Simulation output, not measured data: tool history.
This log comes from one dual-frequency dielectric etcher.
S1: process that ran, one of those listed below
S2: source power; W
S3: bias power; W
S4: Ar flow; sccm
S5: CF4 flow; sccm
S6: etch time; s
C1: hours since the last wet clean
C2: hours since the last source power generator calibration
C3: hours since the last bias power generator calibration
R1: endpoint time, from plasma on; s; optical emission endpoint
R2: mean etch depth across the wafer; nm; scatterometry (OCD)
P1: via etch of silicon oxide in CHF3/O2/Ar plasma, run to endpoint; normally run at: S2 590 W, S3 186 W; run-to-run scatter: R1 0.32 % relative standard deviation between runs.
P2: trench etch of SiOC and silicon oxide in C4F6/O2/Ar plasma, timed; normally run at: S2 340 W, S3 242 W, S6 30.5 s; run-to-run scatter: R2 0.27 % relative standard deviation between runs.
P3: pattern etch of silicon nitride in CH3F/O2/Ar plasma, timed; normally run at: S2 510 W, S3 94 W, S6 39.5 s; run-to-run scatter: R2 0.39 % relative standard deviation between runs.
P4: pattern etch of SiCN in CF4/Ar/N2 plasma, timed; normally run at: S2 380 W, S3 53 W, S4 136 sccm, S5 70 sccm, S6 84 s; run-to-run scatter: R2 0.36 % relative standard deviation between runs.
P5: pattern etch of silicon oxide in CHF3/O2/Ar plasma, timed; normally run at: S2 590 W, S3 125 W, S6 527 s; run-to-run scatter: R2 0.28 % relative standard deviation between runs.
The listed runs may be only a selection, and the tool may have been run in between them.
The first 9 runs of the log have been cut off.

run   hour  S1   S2   S3   S4  S5    S6     C1      C2      C3      R1      R2
 10   78.1  P1  590  186                 485.3  1100.9  2369.1  388.88
 11   87.5  P4  380   53  136  70    84  494.7  1110.3  2378.5          53.518
 12     93  P3  510   70           39.5  500.2  1115.8    2384           31.37
      93.5  -- wet clean of the chamber
 13  103.8  P4  380   35  136  70    84   10.4  1126.6  2394.8          46.295
 14  112.9  P1  410  241                  19.5  1135.7  2403.9  405.25
 15  120.3  P1  590  186                  26.9  1143.1  2411.3  387.34
 16    127  P2  340  242           44.5   33.6  1149.8    2418          90.668
 17  137.5  P2  450  242           30.5   44.1  1160.3  2428.5          69.445
 18  143.6  P3  510   94             51   50.2  1166.4  2434.6          44.791
     146.7  -- source power generator calibrated
 19  149.1  P5  590  125            527   55.7     2.5  2440.1           896.1
 20  156.1  P1  590  151                  62.7     9.5  2447.1  416.07
 21  167.3  P3  510   94           39.5   73.9    20.7  2458.3           34.73
 22  176.8  P1  790  186                  83.4    30.2  2467.8   346.3

Run 23 has not been measured yet. What should we expect?
 23  182.5  P3  300  94          39.5  89.1  35.9  2473.5       ?

{"run 23": {"R2": 28.464}}
